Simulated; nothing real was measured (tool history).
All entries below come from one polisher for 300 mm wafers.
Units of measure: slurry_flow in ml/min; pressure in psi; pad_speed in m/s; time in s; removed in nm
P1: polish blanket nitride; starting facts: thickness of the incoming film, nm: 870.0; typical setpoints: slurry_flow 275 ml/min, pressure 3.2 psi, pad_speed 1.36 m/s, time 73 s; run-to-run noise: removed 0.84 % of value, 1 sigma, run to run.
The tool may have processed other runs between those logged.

run	hour	slurry_flow	pressure	pad_speed	time	removed
1	8.5	275	3.2	1.36	73	170.27
2	13.1	275	1.7	1.36	73	88.389
# hour 16.3: worn pad replaced by a new one
3	21	275	3.2	1.36	73	168.97
4	26.3	435	3.2	1.36	73	173.87
5	30.5	275	3.2	1.36	114	264
6	39	275	3.2	2.1	73	238.42
7	47.1	275	4.9	1.36	73	254.64
8	53.5	275	3.2	0.78	73	109.65
# hour 61.8: head pressure recalibrated
9	62.3	275	3.2	1.36	73	167.58
10	69.2	275	3.2	1.36	73	167.44
11	77.1	275	3.2	1.36	73	167.18
12	86.7	165	3.2	1.36	73	158.27
# hour 90.9: slurry nozzle cleaned
13	94.3	275	3.2	1.36	33	76.19
14	100.5	165	3.2	1.78	73	196.48
15	106.2	275	3.2	1.36	73	166.47
16	111.9	275	3.2	1.36	73	162.31
17	116.3	275	3.2	1.36	73	160.78
18	123.1	275	3.2	1.36	73	161.16
19	132.3	275	3.2	1.36	73	157.79
# hour 133.5: worn pad replaced by a new one
20	139.9	275	3.2	1.36	73	157.67
21	149.5	275	3.2	1.36	73	158.53

P1 has crept away from where it was. The log is fitted equally well by each of these 2 causes, at the sizes shown:
A: slurry flow missing at the pad, % = 37.3
B: head's pressure below its setpoint, % = 5.58
Creep in the process output first set in at about hour 106.2.
Ruled out, with reasons:
removal rate lost through wear of the pad, %: maintenance at hour 133.5, after the shift began, did not return the process to its former output

Which of the 4 check runs listed below, each an average over 3 wafers with its results shown as question marks, gives clearly different results under the different listed causes?
check 1	159.1	275	4.5	1.36	73	?
check 2	159.1	275	3.2	1.92	49	?
check 3	159.1	165	3.2	1.36	42	?
check 4	159.1	275	1.8	1.62	73	?

Expected result of each check under each candidate cause:
check	result	if A	if B
check 1	removed	223.28	223.27
check 2	removed	140.43	140.43
check 3	removed	82.742	85.665
check 4	removed	102.73	102.72
Separation of the two closest causes in each check, using whichever result separates them best: check 1 0 %; check 2 0 %; check 3 3.47 %; check 4 0 %
Check 3 is the one run that separates the causes; every other check would come out nearly the same whichever cause is at work.

The results of check 3 are: removed 85.951 nm. Based on these, which of the listed causes is it?

It was cause B: head's pressure below its setpoint, %.
